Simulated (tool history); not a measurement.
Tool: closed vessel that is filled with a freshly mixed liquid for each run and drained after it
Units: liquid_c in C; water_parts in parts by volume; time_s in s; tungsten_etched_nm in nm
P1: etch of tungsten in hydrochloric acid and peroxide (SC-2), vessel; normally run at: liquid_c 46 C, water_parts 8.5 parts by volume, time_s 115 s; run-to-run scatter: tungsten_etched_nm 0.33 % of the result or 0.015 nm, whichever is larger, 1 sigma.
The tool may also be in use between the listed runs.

run,hour,liquid_c,water_parts,time_s,hours since the thermometer was replaced,hours since the chemicals flow meter was replaced,hours since the drum of peroxide was connected,tungsten_etched_nm
1,13.6,46,8.5,115,887.5,408.1,80.2,37.3960
2,24.1,62,8.5,115,898.0,418.6,90.7,106.4100
3,35.0,46,8.5,115,908.9,429.5,101.6,37.5680
4,43.4,46,8.5,115,917.3,437.9,110.0,37.5620
5,55.8,46,13.5,115,929.7,450.3,122.4,25.3270
6,68.7,46,8.5,115,942.6,463.2,135.3,37.4890
7,82.4,46,8.5,30,956.3,476.9,149.0,9.8071
8,93.2,46,8.5,115,967.1,487.7,159.8,37.4860
9,103.1,35,8.5,115,977.0,497.6,169.7,17.2390
10,109.9,46,8.5,225,983.8,504.4,176.5,73.6100
11,118.0,46,8.5,115,991.9,512.5,184.6,37.5980
12,126.5,46,4.0,115,1000.4,521.0,193.1,65.8680
13,134.4,37,14.5,115,1008.3,528.9,201.0,12.6730
14,140.9,46,8.5,115,1014.8,535.4,207.5,37.6340
15,150.3,46,8.5,115,1024.2,544.8,216.9,37.5450
16,163.0,46,8.5,115,1036.9,557.5,229.6,39.1620
17,172.2,46,8.5,115,1046.1,566.7,238.8,39.7440
18,180.0,46,8.5,115,1053.9,574.5,246.6,40.0810
19,190.0,46,8.5,115,1063.9,584.5,256.6,40.5110
20,197.2,46,8.5,115,1071.1,591.7,263.8,40.6800

Run 21 comes next. What will it give?
21,208.8,46,8.5,115,1082.7,603.3,275.4,?

Run 21 gave tungsten_etched_nm 40.7950 nm.
